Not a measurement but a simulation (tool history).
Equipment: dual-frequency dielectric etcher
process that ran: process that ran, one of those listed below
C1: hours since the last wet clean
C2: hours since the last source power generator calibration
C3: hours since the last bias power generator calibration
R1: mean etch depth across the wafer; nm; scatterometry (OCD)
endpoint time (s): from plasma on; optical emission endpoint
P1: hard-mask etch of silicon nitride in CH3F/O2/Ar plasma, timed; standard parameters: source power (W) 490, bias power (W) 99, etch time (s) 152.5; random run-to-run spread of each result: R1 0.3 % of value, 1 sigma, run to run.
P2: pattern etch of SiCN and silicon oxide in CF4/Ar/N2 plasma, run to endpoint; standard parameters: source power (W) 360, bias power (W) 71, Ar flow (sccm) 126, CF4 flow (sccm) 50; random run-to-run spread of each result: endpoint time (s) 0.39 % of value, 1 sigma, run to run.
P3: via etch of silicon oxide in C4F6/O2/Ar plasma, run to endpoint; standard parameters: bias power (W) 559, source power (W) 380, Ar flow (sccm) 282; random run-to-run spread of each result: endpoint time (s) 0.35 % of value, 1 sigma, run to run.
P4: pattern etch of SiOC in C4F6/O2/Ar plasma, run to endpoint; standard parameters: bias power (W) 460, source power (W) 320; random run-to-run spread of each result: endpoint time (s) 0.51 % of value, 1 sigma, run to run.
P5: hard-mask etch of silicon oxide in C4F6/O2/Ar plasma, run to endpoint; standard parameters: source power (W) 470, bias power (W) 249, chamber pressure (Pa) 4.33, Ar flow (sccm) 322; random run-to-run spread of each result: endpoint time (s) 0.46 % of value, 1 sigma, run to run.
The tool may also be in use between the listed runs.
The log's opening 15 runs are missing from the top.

Run 16, hour 158.5: process that ran P1, source power (W) 310, bias power (W) 99, etch time (s) 152.5; C1 373.9; C2 602.7; C3 2789.9. Result: R1 106.54 nm.
Run 17, hour 168.6: process that ran P1, source power (W) 490, bias power (W) 99, etch time (s) 152.5; C1 384; C2 612.8; C3 2800. Result: R1 126.51 nm.
Run 18, hour 182.9: process that ran P4, source power (W) 320, bias power (W) 460; C1 398.3; C2 627.1; C3 2814.3. Result: endpoint time (s) 20.184.
Run 19, hour 195.7: process that ran P4, source power (W) 320, bias power (W) 460; C1 411.1; C2 639.9; C3 2827.1. Result: endpoint time (s) 20.001.
Run 20, hour 205.6: process that ran P1, source power (W) 490, bias power (W) 99, etch time (s) 152.5; C1 421; C2 649.8; C3 2837. Result: R1 126.22 nm.
Run 21, hour 214.5: process that ran P1, source power (W) 490, bias power (W) 99, etch time (s) 152.5; C1 429.9; C2 658.7; C3 2845.9. Result: R1 126.23 nm.
Run 22, hour 221.2: process that ran P5, source power (W) 470, bias power (W) 249, Ar flow (sccm) 431, chamber pressure (Pa) 4.33; C1 436.6; C2 665.4; C3 2852.6. Result: endpoint time (s) 69.749.
Run 23, hour 230.9: process that ran P1, source power (W) 490, bias power (W) 99, etch time (s) 152.5; C1 446.3; C2 675.1; C3 2862.3. Result: R1 126.99 nm.
Run 24, hour 242.5: process that ran P2, source power (W) 360, bias power (W) 71, Ar flow (sccm) 126, CF4 flow (sccm) 39; C1 457.9; C2 686.7; C3 2873.9. Result: endpoint time (s) 19.861.
Run 25, hour 252: process that ran P1, source power (W) 490, bias power (W) 99, etch time (s) 152.5; C1 467.4; C2 696.2; C3 2883.4. Result: R1 126.6 nm.
Run 26, hour 261: process that ran P1, source power (W) 490, bias power (W) 74, etch time (s) 211.5; C1 476.4; C2 705.2; C3 2892.4. Result: R1 158.14 nm.
Run 27, hour 270.8: process that ran P2, source power (W) 360, bias power (W) 45, Ar flow (sccm) 126, CF4 flow (sccm) 50; C1 486.2; C2 715; C3 2902.2. Result: endpoint time (s) 22.261.
Run 28, hour 279.4: process that ran P2, source power (W) 500, bias power (W) 71, Ar flow (sccm) 126, CF4 flow (sccm) 50; C1 494.8; C2 723.6; C3 2910.8. Result: endpoint time (s) 14.172.

Run 29, settings as shown, results not yet in. Your forecast:
Run 29, hour 289.9: process that ran P1, source power (W) 590, bias power (W) 99, etch time (s) 152.5; C1 505.3; C2 734.1; C3 2921.3. Result: R1 ?.

{"run 29": {"R1": 135.59}}
